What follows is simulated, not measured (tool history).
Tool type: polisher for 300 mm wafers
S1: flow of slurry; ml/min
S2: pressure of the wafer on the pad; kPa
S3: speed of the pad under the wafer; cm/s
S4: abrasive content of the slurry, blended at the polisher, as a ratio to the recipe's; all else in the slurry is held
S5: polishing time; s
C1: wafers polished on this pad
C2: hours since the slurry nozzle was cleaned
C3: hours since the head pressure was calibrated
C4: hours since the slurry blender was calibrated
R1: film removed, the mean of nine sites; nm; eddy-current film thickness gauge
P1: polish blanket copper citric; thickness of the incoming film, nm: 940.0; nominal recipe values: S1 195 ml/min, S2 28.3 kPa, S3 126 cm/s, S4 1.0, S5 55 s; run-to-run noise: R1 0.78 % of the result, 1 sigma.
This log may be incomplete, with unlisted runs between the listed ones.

Run 1, hour 16.0: S1 195 ml/min, S2 28.3 kPa, S3 126 cm/s, S4 1.0, S5 55 s; C1 336; C2 227.9; C3 398.3; C4 213.9. Result: R1 181.650 nm.
Run 2, hour 24.6: S1 195 ml/min, S2 28.3 kPa, S3 68 cm/s, S4 1.0, S5 55 s; C1 397; C2 236.5; C3 406.9; C4 222.5. Result: R1 99.268 nm.
Run 3, hour 37.2: S1 195 ml/min, S2 28.3 kPa, S3 164 cm/s, S4 1.0, S5 55 s; C1 486; C2 249.1; C3 419.5; C4 235.1. Result: R1 236.090 nm.
Run 4, hour 45.9: S1 195 ml/min, S2 18.6 kPa, S3 126 cm/s, S4 1.0, S5 55 s; C1 548; C2 257.8; C3 428.2; C4 243.8. Result: R1 117.860 nm.
Run 5, hour 54.0: S1 195 ml/min, S2 28.3 kPa, S3 126 cm/s, S4 1.0, S5 55 s; C1 606; C2 265.9; C3 436.3; C4 251.9. Result: R1 181.610 nm.
Run 6, hour 64.0: S1 195 ml/min, S2 28.3 kPa, S3 126 cm/s, S4 1.0, S5 55 s; C1 677; C2 275.9; C3 446.3; C4 261.9. Result: R1 180.840 nm.
At hour 70.3: slurry blender recalibrated.
Run 7, hour 71.6: S1 195 ml/min, S2 28.3 kPa, S3 126 cm/s, S4 1.0, S5 29 s; C1 731; C2 283.5; C3 453.9; C4 1.4. Result: R1 95.083 nm.
Run 8, hour 83.6: S1 195 ml/min, S2 28.3 kPa, S3 126 cm/s, S4 1.3, S5 34 s; C1 816; C2 295.5; C3 465.9; C4 13.4. Result: R1 119.320 nm.
Run 9, hour 99.9: S1 195 ml/min, S2 28.3 kPa, S3 126 cm/s, S4 1.0, S5 71 s; C1 932; C2 311.8; C3 482.2; C4 29.7. Result: R1 231.250 nm.
At hour 100.9: slurry nozzle cleaned.
Run 10, hour 112.9: S1 195 ml/min, S2 28.3 kPa, S3 126 cm/s, S4 1.0, S5 55 s; C1 1025; C2 12.0; C3 495.2; C4 42.7. Result: R1 179.040 nm.
Run 11, hour 124.5: S1 195 ml/min, S2 28.3 kPa, S3 126 cm/s, S4 1.0, S5 55 s; C1 1107; C2 23.6; C3 506.8; C4 54.3. Result: R1 182.460 nm.
At hour 133.3: worn pad replaced by a new one.
Run 12, hour 139.5: S1 195 ml/min, S2 28.3 kPa, S3 126 cm/s, S4 0.5, S5 55 s; C1 44; C2 38.6; C3 521.8; C4 69.3. Result: R1 157.120 nm.
Run 13, hour 153.7: S1 115 ml/min, S2 28.3 kPa, S3 126 cm/s, S4 1.0, S5 55 s; C1 145; C2 52.8; C3 536.0; C4 83.5. Result: R1 165.010 nm.
Run 14, hour 168.6: S1 195 ml/min, S2 38.6 kPa, S3 126 cm/s, S4 1.0, S5 55 s; C1 251; C2 67.7; C3 550.9; C4 98.4. Result: R1 245.870 nm.
Run 15, hour 181.6: S1 295 ml/min, S2 28.3 kPa, S3 126 cm/s, S4 1.0, S5 55 s; C1 343; C2 80.7; C3 563.9; C4 111.4. Result: R1 190.280 nm.
Run 16, hour 198.1: S1 195 ml/min, S2 28.3 kPa, S3 126 cm/s, S4 1.3, S5 55 s; C1 460; C2 97.2; C3 580.4; C4 127.9. Result: R1 193.660 nm.
Run 17, hour 215.2: S1 195 ml/min, S2 28.3 kPa, S3 126 cm/s, S4 1.0, S5 55 s; C1 582; C2 114.3; C3 597.5; C4 145.0. Result: R1 181.170 nm.
Run 18, hour 227.7: S1 195 ml/min, S2 28.3 kPa, S3 126 cm/s, S4 1.0, S5 55 s; C1 671; C2 126.8; C3 610.0; C4 157.5. Result: R1 177.060 nm.
Run 19, hour 244.6: S1 195 ml/min, S2 28.3 kPa, S3 126 cm/s, S4 1.0, S5 55 s; C1 791; C2 143.7; C3 626.9; C4 174.4. Result: R1 172.160 nm.
Run 20, hour 255.3: S1 195 ml/min, S2 28.3 kPa, S3 126 cm/s, S4 1.0, S5 55 s; C1 867; C2 154.4; C3 637.6; C4 185.1. Result: R1 170.350 nm.
Run 21, hour 264.7: S1 195 ml/min, S2 28.3 kPa, S3 126 cm/s, S4 1.0, S5 55 s; C1 934; C2 163.8; C3 647.0; C4 194.5. Result: R1 165.940 nm.
Run 22, hour 277.6: S1 195 ml/min, S2 28.3 kPa, S3 126 cm/s, S4 1.0, S5 55 s; C1 1026; C2 176.7; C3 659.9; C4 207.4. Result: R1 167.520 nm.
At hour 290.0: slurry blender recalibrated.
Run 23, hour 293.1: S1 195 ml/min, S2 28.3 kPa, S3 126 cm/s, S4 1.0, S5 55 s; C1 1136; C2 192.2; C3 675.4; C4 3.1. Result: R1 164.550 nm.
At hour 299.5: worn pad replaced by a new one.
Run 24, hour 300.8: S1 195 ml/min, S2 28.3 kPa, S3 126 cm/s, S4 1.0, S5 55 s; C1 9; C2 199.9; C3 683.1; C4 10.8. Result: R1 168.700 nm.
Run 25, hour 317.9: S1 195 ml/min, S2 28.3 kPa, S3 126 cm/s, S4 1.0, S5 55 s; C1 131; C2 217.0; C3 700.2; C4 27.9. Result: R1 168.010 nm.
Run 26, hour 326.7: S1 195 ml/min, S2 28.3 kPa, S3 126 cm/s, S4 1.0, S5 55 s; C1 193; C2 225.8; C3 709.0; C4 36.7. Result: R1 168.090 nm.
Run 27, hour 336.4: S1 195 ml/min, S2 28.3 kPa, S3 126 cm/s, S4 1.0, S5 55 s; C1 262; C2 235.5; C3 718.7; C4 46.4. Result: R1 167.040 nm.
Run 28, hour 344.1: S1 195 ml/min, S2 28.3 kPa, S3 126 cm/s, S4 1.0, S5 55 s; C1 317; C2 243.2; C3 726.4; C4 54.1. Result: R1 165.950 nm.

P1 has crept away from where it was. The log is fitted equally well by each of these 2 causes, at the sizes shown:
A: head's pressure below its setpoint, % = 8.47
B: slurry flow missing at the pad, % = 39.8
Creep in the process output first set in at about hour 215.2.
Excluded causes, each with its reason:
removal rate lost through wear of the pad, %: serviced at hour 299.5, after the change had begun; the process did not return to its earlier output
abrasive missing from the slurry, %: serviced at hour 290.0, after the change had begun; the process did not return to its earlier output

Which of the check runs below tells the causes apart, meaning the causes would give it clearly different results? Each run uses 2 wafers whose results are averaged, and each result is shown as a question mark.
Run check 1, hour 351.8: S1 195 ml/min, S2 28.3 kPa, S3 80 cm/s, S4 1.0, S5 55 s. Result: R1 ?.
Run check 2, hour 351.8: S1 195 ml/min, S2 28.3 kPa, S3 126 cm/s, S4 1.0, S5 36 s. Result: R1 ?.
Run check 3, hour 351.8: S1 115 ml/min, S2 28.3 kPa, S3 126 cm/s, S4 1.0, S5 55 s. Result: R1 ?.
Run check 4, hour 351.8: S1 195 ml/min, S2 28.3 kPa, S3 126 cm/s, S4 1.0, S5 44 s. Result: R1 ?.

If the cause were each of the candidates in turn, the checks would give the following:
  check  result     if A     if B
check 1      R1  106.740  106.650
check 2      R1  109.080  109.060
check 3      R1  152.030  144.220
check 4      R1  133.320  133.300
How far apart the two closest causes lie, in the result that separates them most: check 1 0.08 %; check 2 0.01 %; check 3 5.27 %; check 4 0.01 %
Only in check 3 would the causes give clearly different results; in the remaining checks their results would be nearly the same.

The results of check 3 are: R1 151.660 nm. Based on these, which of the listed causes is it?

Of the candidate causes, it is A: head's pressure below its setpoint, %.
